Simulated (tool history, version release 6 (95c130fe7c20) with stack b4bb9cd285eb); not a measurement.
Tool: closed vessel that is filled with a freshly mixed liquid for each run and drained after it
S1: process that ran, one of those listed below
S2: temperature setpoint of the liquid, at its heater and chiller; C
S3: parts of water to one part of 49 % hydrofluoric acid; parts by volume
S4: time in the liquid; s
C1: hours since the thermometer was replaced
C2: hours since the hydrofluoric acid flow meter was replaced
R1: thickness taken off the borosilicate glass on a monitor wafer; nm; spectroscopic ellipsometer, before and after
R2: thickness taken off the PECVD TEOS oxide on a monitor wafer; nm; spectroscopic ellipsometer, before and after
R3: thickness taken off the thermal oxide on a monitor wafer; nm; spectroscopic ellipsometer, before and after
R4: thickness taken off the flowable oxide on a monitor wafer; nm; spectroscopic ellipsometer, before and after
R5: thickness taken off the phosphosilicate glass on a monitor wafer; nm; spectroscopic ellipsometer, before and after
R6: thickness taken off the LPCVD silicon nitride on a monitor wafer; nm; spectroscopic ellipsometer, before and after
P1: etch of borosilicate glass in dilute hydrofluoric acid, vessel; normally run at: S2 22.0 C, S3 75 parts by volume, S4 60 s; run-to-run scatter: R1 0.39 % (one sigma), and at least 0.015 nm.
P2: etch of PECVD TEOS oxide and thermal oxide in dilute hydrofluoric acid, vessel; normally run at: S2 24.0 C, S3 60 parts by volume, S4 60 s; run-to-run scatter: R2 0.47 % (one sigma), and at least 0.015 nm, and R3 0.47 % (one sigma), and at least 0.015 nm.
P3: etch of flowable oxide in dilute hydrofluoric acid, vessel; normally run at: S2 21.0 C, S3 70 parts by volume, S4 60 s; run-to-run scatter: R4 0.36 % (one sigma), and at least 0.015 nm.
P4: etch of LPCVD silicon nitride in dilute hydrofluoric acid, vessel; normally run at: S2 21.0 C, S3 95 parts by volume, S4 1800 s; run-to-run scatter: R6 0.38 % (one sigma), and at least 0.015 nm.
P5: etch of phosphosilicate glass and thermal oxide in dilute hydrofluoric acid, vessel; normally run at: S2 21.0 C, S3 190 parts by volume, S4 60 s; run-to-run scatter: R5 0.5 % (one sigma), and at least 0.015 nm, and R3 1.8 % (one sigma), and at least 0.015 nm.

run 1 hour=15.1 | S1=P1 S2=22.0 S3=75 S4=60 | C1=1793.5 C2=686.1 | R1=20.140
run 2 hour=26.0 | S1=P2 S2=29.0 S3=60 S4=60 | C1=1804.4 C2=697.0 | R2=16.367 R3=6.06980
run 3 hour=41.1 | S1=P1 S2=22.0 S3=135 S4=60 | C1=1819.5 C2=712.1 | R1=10.431
run 4 hour=52.7 | S1=P1 S2=17.0 S3=75 S4=60 | C1=1831.1 C2=723.7 | R1=16.519
run 5 hour=61.6 | S1=P1 S2=22.0 S3=20 S4=60 | C1=1840.0 C2=732.6 | R1=81.725
run 6 hour=69.2 | S1=P1 S2=22.0 S3=75 S4=95 | C1=1847.6 C2=740.2 | R1=32.064
run 7 hour=81.3 | S1=P3 S2=21.0 S3=70 S4=60 | C1=1859.7 C2=752.3 | R4=38.416
run 8 hour=95.9 | S1=P2 S2=24.0 S3=60 S4=60 | C1=1874.3 C2=766.9 | R2=13.447 R3=5.01750
run 9 hour=104.4 | S1=P5 S2=21.0 S3=70 S4=60 | C1=1882.8 C2=775.4 | R3=3.80910 R5=126.640
run 10 hour=117.9 | S1=P1 S2=22.0 S3=75 S4=60 | C1=1896.3 C2=788.9 | R1=20.250
run 11 hour=128.5 | S1=P4 S2=21.0 S3=95 S4=1800 | C1=1906.9 C2=799.5 | R6=7.3753
run 12 hour=140.6 | S1=P5 S2=17.0 S3=190 S4=60 | C1=1919.0 C2=811.6 | R3=1.02540 R5=35.371
run 13 hour=153.6 | S1=P3 S2=21.0 S3=70 S4=60 | C1=1932.0 C2=824.6 | R4=38.054
run 14 hour=165.7 | S1=P4 S2=21.0 S3=95 S4=665 | C1=1944.1 C2=836.7 | R6=2.7123
run 15 hour=179.5 | S1=P4 S2=21.0 S3=50 S4=1800 | C1=1957.9 C2=850.5 | R6=13.7650
run 16 hour=191.4 | S1=P2 S2=24.0 S3=60 S4=100 | C1=1969.8 C2=862.4 | R2=22.349 R3=8.24230
run 17 hour=202.5 | S1=P3 S2=21.0 S3=30 S4=60 | C1=1980.9 C2=873.5 | R4=92.707
run 18 hour=212.7 | S1=P1 S2=22.0 S3=75 S4=60 | C1=1991.1 C2=883.7 | R1=20.333
run 19 hour=224.8 | S1=P3 S2=21.0 S3=70 S4=100 | C1=2003.2 C2=895.8 | R4=63.495
run 20 hour=237.6 | S1=P1 S2=28.0 S3=135 S4=60 | C1=2016.0 C2=908.6 | R1=13.242
run 21 hour=253.5 | S1=P1 S2=22.0 S3=75 S4=30 | C1=2031.9 C2=924.5 | R1=10.142
run 22 hour=269.0 | S1=P1 S2=22.0 S3=75 S4=60 | C1=2047.4 C2=940.0 | R1=20.334
run 23 hour=284.5 | S1=P1 S2=29.5 S3=75 S4=60 | C1=2062.9 C2=955.5 | R1=27.329
run 24 hour=295.0 | S1=P2 S2=24.0 S3=35 S4=60 | C1=2073.4 C2=966.0 | R2=23.661 R3=8.82120
run 25 hour=304.1 | S1=P1 S2=28.5 S3=20 S4=60 | C1=2082.5 C2=975.1 | R1=106.570
run 26 hour=315.2 | S1=P5 S2=21.0 S3=190 S4=60 | C1=2093.6 C2=986.2 | R3=1.20980 R5=41.099
run 27 hour=327.6 | S1=P4 S2=17.0 S3=95 S4=1800 | C1=2106.0 C2=998.6 | R6=5.5791
run 28 hour=340.4 | S1=P1 S2=22.0 S3=75 S4=60 | C1=2118.8 C2=1011.4 | R1=20.212
run 29 hour=349.5 | S1=P5 S2=21.0 S3=190 S4=30 | C1=2127.9 C2=1020.5 | R3=0.62096 R5=20.529
run 30 hour=364.3 | S1=P3 S2=29.0 S3=70 S4=60 | C1=2142.7 C2=1035.3 | R4=52.313
run 31 hour=371.8 | S1=P1 S2=22.0 S3=75 S4=60 | C1=2150.2 C2=1042.8 | R1=20.333
run 32 hour=381.4 | S1=P1 S2=22.0 S3=75 S4=60 | C1=2159.8 C2=1052.4 | R1=20.811
run 33 hour=393.8 | S1=P1 S2=22.0 S3=75 S4=60 | C1=2172.2 C2=1064.8 | R1=21.412
run 34 hour=405.9 | S1=P1 S2=22.0 S3=75 S4=60 | C1=2184.3 C2=1076.9 | R1=21.605
run 35 hour=421.4 | S1=P1 S2=22.0 S3=75 S4=60 | C1=2199.8 C2=1092.4 | R1=21.696
run 36 hour=433.3 | S1=P1 S2=22.0 S3=75 S4=60 | C1=2211.7 C2=1104.3 | R1=21.684
run 37 hour=440.8 | S1=P1 S2=22.0 S3=75 S4=60 | C1=2219.2 C2=1111.8 | R1=21.735

What P1 gives has crept away from where it was. These 2 causes fit the log equally well, each at the size given:
A: hydrofluoric acid flow above the setpoint (%) = 6.33
B: liquid hotter than its thermometer reads (K) = 1.64
The creep began at about hour 371.8.

4 check runs are offered, one wafer each, their results left as question marks. Which one tells the causes apart?
run check 1 hour=448.3 | S1=P2 S2=24.0 S3=60 S4=60 | R2=? R3=?
run check 2 hour=448.3 | S1=P5 S2=21.0 S3=190 S4=60 | R3=? R5=?
run check 3 hour=448.3 | S1=P3 S2=21.0 S3=70 S4=60 | R4=?
run check 4 hour=448.3 | S1=P4 S2=21.0 S3=95 S4=1800 | R6=?

What each check would give under each cause:
check=check_1 result=R2 if_A=14.321 if_B=14.328
check=check_1 result=R3 if_A=5.30950 if_B=5.31210
check=check_2 result=R3 if_A=1.31380 if_B=1.30020
check=check_2 result=R5 if_A=44.090 if_B=43.631
check=check_3 result=R4 if_A=40.701 if_B=40.751
check=check_4 result=R6 if_A=7.7975 if_B=8.1984
How far apart the two closest causes lie, in the result that separates them most: check 1 0.05 %; check 2 1.05 %; check 3 0.12 %; check 4 5.01 %
Check 4 tells the causes apart: in the others they would give nearly the same result.

Then check 4 was run and gave: R6 7.7646 nm. Which cause is it?

It is A: hydrofluoric acid flow above the setpoint (%).

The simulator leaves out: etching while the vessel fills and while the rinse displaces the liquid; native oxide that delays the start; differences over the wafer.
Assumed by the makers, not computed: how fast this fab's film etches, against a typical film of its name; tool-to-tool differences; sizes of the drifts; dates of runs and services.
